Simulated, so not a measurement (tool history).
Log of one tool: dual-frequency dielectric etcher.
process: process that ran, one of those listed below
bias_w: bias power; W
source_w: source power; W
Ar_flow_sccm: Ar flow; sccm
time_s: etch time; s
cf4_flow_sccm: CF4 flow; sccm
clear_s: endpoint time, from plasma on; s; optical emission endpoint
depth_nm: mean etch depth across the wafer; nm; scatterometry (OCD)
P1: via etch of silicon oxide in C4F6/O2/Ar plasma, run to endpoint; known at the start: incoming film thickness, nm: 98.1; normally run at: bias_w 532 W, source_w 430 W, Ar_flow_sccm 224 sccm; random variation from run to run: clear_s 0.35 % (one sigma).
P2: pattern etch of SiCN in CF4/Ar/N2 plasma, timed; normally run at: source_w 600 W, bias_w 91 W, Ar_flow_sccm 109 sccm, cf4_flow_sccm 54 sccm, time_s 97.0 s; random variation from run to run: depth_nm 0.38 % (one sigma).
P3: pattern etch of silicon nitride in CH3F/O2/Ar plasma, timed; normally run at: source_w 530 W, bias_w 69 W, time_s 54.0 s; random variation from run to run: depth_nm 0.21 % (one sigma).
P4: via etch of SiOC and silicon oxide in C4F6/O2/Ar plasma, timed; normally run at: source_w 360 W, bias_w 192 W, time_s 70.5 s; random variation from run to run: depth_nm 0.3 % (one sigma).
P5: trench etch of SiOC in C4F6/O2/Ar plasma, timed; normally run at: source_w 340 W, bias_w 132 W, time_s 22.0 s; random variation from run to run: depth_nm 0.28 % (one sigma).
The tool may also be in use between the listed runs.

run,hour,process,bias_w,source_w,Ar_flow_sccm,time_s,cf4_flow_sccm,clear_s,depth_nm
1,7.5,P1,532,430,224,,,20.257,
2,14.2,P1,532,430,224,,,20.369,
3,23.0,P1,683,430,224,,,18.373,
# hour 27.7: wet clean of the chamber
4,28.3,P5,132,460,,22.0,,,45.136
5,37.1,P1,532,430,224,,,20.320,
6,42.1,P1,532,430,224,,,20.103,
7,49.9,P5,132,340,,30.0,,,54.733
8,57.1,P4,192,360,,39.0,,,41.893
9,66.5,P4,192,360,,70.5,,,75.560
# hour 70.6: Ar flow controller replaced
10,72.4,P3,69,530,,54.0,,,41.683
11,77.4,P1,532,430,141,,,19.348,
12,82.8,P3,69,420,,54.0,,,38.185
13,87.0,P2,91,600,109,97.0,70,,113.350
14,91.7,P1,328,430,224,,,24.136,
15,99.4,P1,532,430,224,,,20.271,
16,108.5,P1,386,430,295,,,23.520,
17,115.7,P1,532,250,224,,,24.837,
18,120.1,P4,192,360,,70.5,,,75.798
19,129.6,P1,532,430,291,,,20.954,
20,137.4,P4,144,360,,70.5,,,68.862
21,142.7,P2,91,600,109,97.0,54,,110.050
22,152.2,P1,532,290,148,,,22.468,
23,161.9,P1,532,510,224,,,19.112,
24,169.2,P2,91,600,147,97.0,54,,104.630
25,174.5,P1,697,430,174,,,17.826,

The next listed run, before its measurement:
26,179.1,P3,69,530,,68.5,,,?

{"run 26": {"depth_nm": 52.925}}

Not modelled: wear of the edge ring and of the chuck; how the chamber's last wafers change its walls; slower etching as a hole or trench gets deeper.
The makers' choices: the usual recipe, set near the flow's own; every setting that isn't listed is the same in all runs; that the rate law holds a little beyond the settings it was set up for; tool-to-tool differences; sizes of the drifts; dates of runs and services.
